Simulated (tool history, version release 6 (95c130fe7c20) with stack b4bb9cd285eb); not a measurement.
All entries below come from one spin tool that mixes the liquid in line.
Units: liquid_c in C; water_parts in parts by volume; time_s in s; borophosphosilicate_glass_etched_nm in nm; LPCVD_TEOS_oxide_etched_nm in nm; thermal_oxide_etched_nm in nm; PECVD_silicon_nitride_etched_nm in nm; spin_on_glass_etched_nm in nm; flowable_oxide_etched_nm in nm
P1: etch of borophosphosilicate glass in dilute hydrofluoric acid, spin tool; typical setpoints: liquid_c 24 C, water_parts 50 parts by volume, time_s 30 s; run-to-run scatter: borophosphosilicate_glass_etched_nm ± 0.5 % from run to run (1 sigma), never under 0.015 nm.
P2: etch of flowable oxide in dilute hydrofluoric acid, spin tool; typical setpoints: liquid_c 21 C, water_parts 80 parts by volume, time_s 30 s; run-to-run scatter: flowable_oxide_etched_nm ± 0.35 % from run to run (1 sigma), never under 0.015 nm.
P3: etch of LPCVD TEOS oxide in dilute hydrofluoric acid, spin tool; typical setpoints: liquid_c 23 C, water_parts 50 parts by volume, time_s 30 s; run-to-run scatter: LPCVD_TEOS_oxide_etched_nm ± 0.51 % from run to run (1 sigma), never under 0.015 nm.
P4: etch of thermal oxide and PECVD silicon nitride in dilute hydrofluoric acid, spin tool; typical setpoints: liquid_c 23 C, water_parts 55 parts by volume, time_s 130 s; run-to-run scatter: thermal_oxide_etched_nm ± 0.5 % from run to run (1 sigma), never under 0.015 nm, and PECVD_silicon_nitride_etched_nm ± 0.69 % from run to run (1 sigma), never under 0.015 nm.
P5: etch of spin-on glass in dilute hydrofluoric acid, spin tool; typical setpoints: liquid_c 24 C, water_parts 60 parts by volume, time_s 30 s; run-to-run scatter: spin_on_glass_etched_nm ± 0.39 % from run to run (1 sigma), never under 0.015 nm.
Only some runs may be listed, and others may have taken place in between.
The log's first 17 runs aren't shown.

run   hour  process  liquid_c  water_parts  time_s  hours since the thermometer was replaced  hours since the hydrofluoric acid flow meter was replaced  borophosphosilicate_glass_etched_nm  LPCVD_TEOS_oxide_etched_nm  thermal_oxide_etched_nm  PECVD_silicon_nitride_etched_nm  spin_on_glass_etched_nm  flowable_oxide_etched_nm
 18  165.6       P3        23           30      30                                    1314.6                                                       75.3                                                           25.928
 19  177.6       P1        24           50      30                                    1326.6                                                       87.3                               43.723
 20  189.3       P1        24           85      30                                    1338.3                                                         99                               24.851
 21  198.2       P2        21           80      30                                    1347.2                                                      107.9                                                                                                                                                                        16.623
 22  208.1       P5        24           60      30                                    1357.1                                                      117.8                                                                                                                                              13.506
 23  220.9       P1        17           50      30                                    1369.9                                                      130.6                               32.493
 24    232       P4        19           55     130                                      1381                                                      141.7                                                                                    10.091                           3.1204
 25  240.8       P1        24           50      65                                    1389.8                                                      150.5                               95.995
 26  247.7       P2        21           45      30                                    1396.7                                                      157.4                                                                                                                                                                        30.811
 27    259       P2        21           80      50                                      1408                                                      168.7                                                                                                                                                                         27.83
 28  270.9       P5        24           60      15                                    1419.9                                                      180.6                                                                                                                                              6.7983
 29  276.6       P3        23           50      30                                    1425.6                                                      186.3                                                           15.346
 30  284.6       P1        24           50      30                                    1433.6                                                      194.3                               44.219

What will run 31 give?
 31   292       P3        23           50      30                                      1441                                                      201.7                                                                ?

LPCVD_TEOS_oxide_etched_nm: 15.066 nm

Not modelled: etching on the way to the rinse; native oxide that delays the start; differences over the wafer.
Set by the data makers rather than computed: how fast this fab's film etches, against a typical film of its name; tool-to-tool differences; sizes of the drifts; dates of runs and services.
